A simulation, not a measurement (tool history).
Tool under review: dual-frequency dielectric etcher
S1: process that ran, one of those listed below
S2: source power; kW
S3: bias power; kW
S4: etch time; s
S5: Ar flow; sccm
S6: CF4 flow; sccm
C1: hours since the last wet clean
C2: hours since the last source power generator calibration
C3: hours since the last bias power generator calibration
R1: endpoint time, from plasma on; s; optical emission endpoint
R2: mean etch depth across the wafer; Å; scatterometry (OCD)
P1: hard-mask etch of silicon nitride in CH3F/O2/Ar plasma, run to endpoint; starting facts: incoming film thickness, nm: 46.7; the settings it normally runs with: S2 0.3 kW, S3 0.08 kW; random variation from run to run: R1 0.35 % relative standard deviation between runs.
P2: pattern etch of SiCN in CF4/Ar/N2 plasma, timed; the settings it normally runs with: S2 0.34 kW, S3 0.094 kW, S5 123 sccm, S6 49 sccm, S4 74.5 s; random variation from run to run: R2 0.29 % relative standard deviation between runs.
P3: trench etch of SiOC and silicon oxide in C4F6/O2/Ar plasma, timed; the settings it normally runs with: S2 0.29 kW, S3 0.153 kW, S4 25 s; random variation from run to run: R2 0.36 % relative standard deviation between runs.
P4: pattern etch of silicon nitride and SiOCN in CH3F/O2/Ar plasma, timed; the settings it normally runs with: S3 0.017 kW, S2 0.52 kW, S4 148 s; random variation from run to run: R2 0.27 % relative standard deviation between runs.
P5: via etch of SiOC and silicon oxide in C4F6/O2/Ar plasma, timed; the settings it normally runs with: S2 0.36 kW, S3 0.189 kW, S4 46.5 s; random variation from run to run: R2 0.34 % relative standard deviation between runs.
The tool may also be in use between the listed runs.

run	hour	S1	S2	S3	S4	S5	S6	C1	C2	C3	R1	R2
1	6.8	P1	0.3	0.08				367.7	2806.5	795	72.787	
2	14.6	P4	0.52	0.017	195.5			375.5	2814.3	802.8		256.08
3	23.1	P1	0.3	0.08				384	2822.8	811.3	72.61	
4	31.5	P4	0.52	0.017	148			392.4	2831.2	819.7		193.76
5	43.1	P2	0.34	0.094	74.5	123	49	404	2842.8	831.3		504.09
6	54.3	P2	0.34	0.094	74.5	123	49	415.2	2854	842.5		503.68
7	62	P1	0.3	0.08				422.9	2861.7	850.2	73.174	
8	70.1	P1	0.3	0.1				431	2869.8	858.3	67.098	
9	79.5	P2	0.34	0.094	74.5	123	66	440.4	2879.2	867.7		524.14
10	92.6	P3	0.29	0.153	36			453.5	2892.3	880.8		605.68
# hour 102: wet clean of the chamber
11	102.3	P2	0.34	0.094	41	123	49	0.3	2902	890.5		277.19
12	113.9	P3	0.39	0.153	25			11.9	2913.6	902.1		473.05
13	125.4	P2	0.44	0.094	74.5	123	49	23.4	2925.1	913.6		629.31
14	134.8	P1	0.37	0.08				32.8	2934.5	923	66.882	
15	145.1	P1	0.22	0.08				43.1	2944.8	933.3	81.684	
16	155.3	P1	0.3	0.052				53.3	2955	943.5	84.014	
17	164	P5	0.36	0.264	46.5			62	2963.7	952.2		555.68
18	172.4	P3	0.29	0.153	25			70.4	2972.1	960.6		422.03
19	180.7	P1	0.38	0.11				78.7	2980.4	968.9	59.313	
20	192.8	P5	0.36	0.189	46.5			90.8	2992.5	981		496.11
21	202.3	P4	0.52	0.017	148			100.3	3002	990.5		193.98

Expected results for the next run?
22	215.4	P5	0.36	0.189	61			113.4	3015.1	1003.6		?

Run 22 measured R2 650.57 Å.

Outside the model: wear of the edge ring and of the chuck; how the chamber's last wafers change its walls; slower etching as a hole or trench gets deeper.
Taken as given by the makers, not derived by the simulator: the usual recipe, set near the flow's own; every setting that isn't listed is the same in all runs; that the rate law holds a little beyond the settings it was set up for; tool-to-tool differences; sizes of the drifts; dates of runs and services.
